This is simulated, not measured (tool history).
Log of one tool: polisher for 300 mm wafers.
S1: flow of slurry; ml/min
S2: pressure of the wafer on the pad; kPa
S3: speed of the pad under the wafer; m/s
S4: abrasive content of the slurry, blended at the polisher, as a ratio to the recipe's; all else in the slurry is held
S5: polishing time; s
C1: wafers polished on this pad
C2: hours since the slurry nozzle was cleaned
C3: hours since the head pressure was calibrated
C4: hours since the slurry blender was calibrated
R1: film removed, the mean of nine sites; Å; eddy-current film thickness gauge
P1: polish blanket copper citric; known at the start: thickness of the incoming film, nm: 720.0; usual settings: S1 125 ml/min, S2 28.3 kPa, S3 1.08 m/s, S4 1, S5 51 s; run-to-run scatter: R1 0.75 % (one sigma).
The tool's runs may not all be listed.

| run | hour | S1 | S2 | S3 | S4 | S5 | C1 | C2 | C3 | C4 | R1 |
|---|---|---|---|---|---|---|---|---|---|---|---|
| 1 | 14.9 | 125 | 28.3 | 1.08 | 1 | 51 | 345 | 148.8 | 264.8 | 139.6 | 1647.5 |
| 2 | 27 | 190 | 28.3 | 1.08 | 1 | 51 | 430 | 160.9 | 276.9 | 151.7 | 1778.5 |
| 3 | 37.8 | 125 | 28.3 | 1.08 | 1 | 51 | 506 | 171.7 | 287.7 | 162.5 | 1660.2 |
| 4 | 54.8 | 125 | 17.9 | 1.08 | 1 | 51 | 625 | 188.7 | 304.7 | 179.5 | 1065 |
| 5 | 62.9 | 125 | 28.3 | 1.08 | 0.75 | 51 | 682 | 196.8 | 312.8 | 187.6 | 1555.7 |
| 6 | 73.2 | 125 | 28.3 | 1.08 | 0.55 | 77 | 754 | 207.1 | 323.1 | 197.9 | 2173.5 |
| 7 | 86.9 | 125 | 28.3 | 0.8 | 1 | 51 | 850 | 220.8 | 336.8 | 211.6 | 1242.7 |
| 8 | 95.8 | 85 | 28.3 | 1.08 | 1 | 51 | 913 | 229.7 | 345.7 | 220.5 | 1522.6 |
| 9 | 103.8 | 125 | 28.3 | 1.42 | 1 | 51 | 969 | 237.7 | 353.7 | 228.5 | 2161.3 |
| 10 | 117.4 | 125 | 43.4 | 1.08 | 1 | 51 | 1064 | 251.3 | 367.3 | 242.1 | 2563.1 |
| 11 | 132.3 | 125 | 28.3 | 1.08 | 1 | 23 | 1169 | 266.2 | 382.2 | 257 | 751.37 |
| 12 | 141.1 | 125 | 28.3 | 1.08 | 1 | 66 | 1230 | 275 | 391 | 265.8 | 2144.1 |
| 13 | 150.4 | 125 | 28.3 | 1.08 | 1 | 51 | 1296 | 284.3 | 400.3 | 275.1 | 1669.2 |
| 14 | 160.8 | 125 | 28.3 | 1.08 | 1 | 51 | 1368 | 294.7 | 410.7 | 285.5 | 1655.4 |
| 15 | 172.4 | 125 | 28.3 | 1.08 | 1.5 | 51 | 1450 | 306.3 | 422.3 | 297.1 | 1809.1 |
| 16 | 179.9 | 125 | 28.3 | 1.08 | 1 | 51 | 1502 | 313.8 | 429.8 | 304.6 | 1652.7 |
| 17 | 191.3 | 125 | 28.3 | 1.08 | 1 | 51 | 1582 | 325.2 | 441.2 | 316 | 1608.9 |
| 18 | 203.3 | 125 | 28.3 | 1.08 | 1 | 51 | 1667 | 337.2 | 453.2 | 328 | 1582.5 |
| 19 | 218.3 | 125 | 28.3 | 1.08 | 1 | 51 | 1772 | 352.2 | 468.2 | 343 | 1568 |
|  | 228.9 | worn pad replaced by a new one |
| 20 | 233 | 125 | 28.3 | 1.08 | 1 | 51 | 28 | 366.9 | 482.9 | 357.7 | 1524.6 |
| 21 | 245 | 125 | 28.3 | 1.08 | 1 | 51 | 112 | 378.9 | 494.9 | 369.7 | 1520.3 |
| 22 | 255.6 | 125 | 28.3 | 1.08 | 1 | 51 | 187 | 389.5 | 505.5 | 380.3 | 1523.7 |
|  | 255.9 | slurry blender recalibrated |
| 23 | 267.9 | 125 | 28.3 | 1.08 | 1 | 51 | 273 | 401.8 | 517.8 | 12 | 1533.5 |
| 24 | 276.4 | 125 | 28.3 | 1.08 | 1 | 51 | 333 | 410.3 | 526.3 | 20.5 | 1509.8 |
| 25 | 284.5 | 125 | 28.3 | 1.08 | 1 | 51 | 389 | 418.4 | 534.4 | 28.6 | 1503.9 |

What P1 gives has crept away from where it was. These 2 causes fit the log equally well, each at the size given:
A: slurry flow missing at the pad, % = 31.3
B: head's pressure below its setpoint, % = 8.88
The creep began at about hour 179.9.
Why every other cause is out:
removal rate lost through wear of the pad, %: serviced at hour 228.9, which brought nothing back
abrasive missing from the slurry, %: serviced at hour 255.9, which brought nothing back

4 check runs are offered, each on 5 wafers whose results are averaged, their results left as question marks. Which one tells the causes apart?
| check 1 | 292.6 | 185 | 28.3 | 1.08 | 1.3 | 51 |  |  |  |  | ? |
| check 2 | 292.6 | 125 | 40 | 1.08 | 1 | 51 |  |  |  |  | ? |
| check 3 | 292.6 | 125 | 42.7 | 1.08 | 1 | 24 |  |  |  |  | ? |
| check 4 | 292.6 | 125 | 34.5 | 1.08 | 1 | 51 |  |  |  |  | ? |

What each check would give under each cause:
| check | result | if A | if B |
|---|---|---|---|
| check 1 | R1 | 1765.7 | 1718.1 |
| check 2 | R1 | 2135.6 | 2134.6 |
| check 3 | R1 | 1073.5 | 1072.9 |
| check 4 | R1 | 1844.4 | 1843.9 |
How far apart the two closest causes lie, in the result that separates them most: check 1 2.73 %; check 2 0.05 %; check 3 0.05 %; check 4 0.03 %
Only check 1 tells the causes apart: in the others they would give nearly the same result.

Check 1 was then run and gave: R1 1713.9 Å. Which cause is it?

It is B: head's pressure below its setpoint, %.
